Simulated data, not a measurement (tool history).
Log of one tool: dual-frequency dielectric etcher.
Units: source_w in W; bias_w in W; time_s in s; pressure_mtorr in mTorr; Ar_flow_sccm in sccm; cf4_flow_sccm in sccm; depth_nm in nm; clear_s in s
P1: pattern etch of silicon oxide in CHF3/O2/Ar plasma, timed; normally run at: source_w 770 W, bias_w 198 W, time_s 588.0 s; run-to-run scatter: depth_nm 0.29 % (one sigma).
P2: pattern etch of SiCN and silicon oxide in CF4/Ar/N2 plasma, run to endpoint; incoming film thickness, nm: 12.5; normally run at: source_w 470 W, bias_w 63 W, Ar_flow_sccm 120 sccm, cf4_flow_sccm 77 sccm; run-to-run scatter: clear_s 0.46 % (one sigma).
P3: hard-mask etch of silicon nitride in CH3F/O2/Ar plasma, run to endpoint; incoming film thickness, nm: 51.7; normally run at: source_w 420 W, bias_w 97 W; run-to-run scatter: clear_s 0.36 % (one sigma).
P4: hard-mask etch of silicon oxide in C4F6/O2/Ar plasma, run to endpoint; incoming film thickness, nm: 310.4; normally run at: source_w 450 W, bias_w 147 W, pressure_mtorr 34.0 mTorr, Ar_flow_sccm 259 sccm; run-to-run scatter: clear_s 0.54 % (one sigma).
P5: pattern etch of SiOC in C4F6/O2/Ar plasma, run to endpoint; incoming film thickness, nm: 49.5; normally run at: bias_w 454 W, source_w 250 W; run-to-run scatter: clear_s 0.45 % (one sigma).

run   hour  process  source_w  bias_w  time_s  pressure_mtorr  Ar_flow_sccm  cf4_flow_sccm  hours since the last wet clean  hours since the last source power generator calibration  hours since the last bias power generator calibration  depth_nm  clear_s
  1    5.7       P1       770     198   588.0                                                                        285.5                                                   1406.9                                                 2609.2   1316.90
  2    9.2       P1       770     198   588.0                                                                        289.0                                                   1410.4                                                 2612.7   1317.40
  3   14.1       P1       770     198   588.0                                                                        293.9                                                   1415.3                                                 2617.6   1317.30
  4   19.4       P4       570     147                    34.0           259                                          299.2                                                   1420.6                                                 2622.9             91.606
  5   24.6       P1       540     198   588.0                                                                        304.4                                                   1425.8                                                 2628.1   1150.30
  6   28.8       P1      1010     198   588.0                                                                        308.6                                                   1430.0                                                 2632.3   1461.10
  7   31.5       P4       450     147                    41.5           259                                          311.3                                                   1432.7                                                 2635.0            102.880
  8   34.5       P1       770     262   795.0                                                                        314.3                                                   1435.7                                                 2638.0   1958.70
  9   37.9       P4       450     147                    34.0           170                                          317.7                                                   1439.1                                                 2641.4             95.627
 10   42.8       P2       470      80                                   120             77                           322.6                                                   1444.0                                                 2646.3             13.511
 11   46.9       P1       770     198   588.0                                                                        326.7                                                   1448.1                                                 2650.4   1310.50
 12   50.1       P1       770     158   588.0                                                                        329.9                                                   1451.3                                                 2653.6   1224.30
 13   54.1       P1       770     198   840.0                                                                        333.9                                                   1455.3                                                 2657.6   1878.80
 14   59.7       P5       250     631                                                                                339.5                                                   1460.9                                                 2663.2             17.750
 15   64.0       P5       340     454                                                                                343.8                                                   1465.2                                                 2667.5             17.822
 16   66.6       P5       250     454                                                                                346.4                                                   1467.8                                                 2670.1             20.015
 17   70.6       P2       470      63                                   120            104                           350.4                                                   1471.8                                                 2674.1             14.014
 18   76.3       P4       450     208                    34.0           259                                          356.1                                                   1477.5                                                 2679.8             89.976
 19   81.1       P3       420     131                                                                                360.9                                                   1482.3                                                 2684.6             58.806
 20   83.9       P2       470      63                                    91             77                           363.7                                                   1485.1                                                 2687.4             14.135
 21   87.3       P1       770     126   426.5                                                                        367.1                                                   1488.5                                                 2690.8    824.47
 22   90.4       P2       360      63                                   120             77                           370.2                                                   1491.6                                                 2693.9             18.602
 23   94.3       P2       470      63                                   120             77                           374.1                                                   1495.5                                                 2697.8             14.714
 24   99.2       P1       770     198   588.0                                                                        379.0                                                   1500.4                                                 2702.7   1313.80
 25  103.7       P1       770     198   323.5                                                                        383.5                                                   1504.9                                                 2707.2    719.04
 26  107.4       P3       260      97                                                                                387.2                                                   1508.6                                                 2710.9             78.934
 27  111.9       P1       770     270   588.0                                                                        391.7                                                   1513.1                                                 2715.4   1468.00
 28  115.9       P3       420      97                                                                                395.7                                                   1517.1                                                 2719.4             65.615
 29  120.3       P1       770     198   588.0                                                                        400.1                                                   1521.5                                                 2723.8   1315.70
 30  123.3       P4       450     147                    34.0           259                                          403.1                                                   1524.5                                                 2726.8            100.680
 31  126.5       P4       450     147                    34.0           259                                          406.3                                                   1527.7                                                 2730.0            100.850

Run 32 comes next. What will it give?
 32  131.0       P1       770     198   588.0                                                                        410.8                                                   1532.2                                                 2734.5         ?

depth_nm: 1310.40 nm
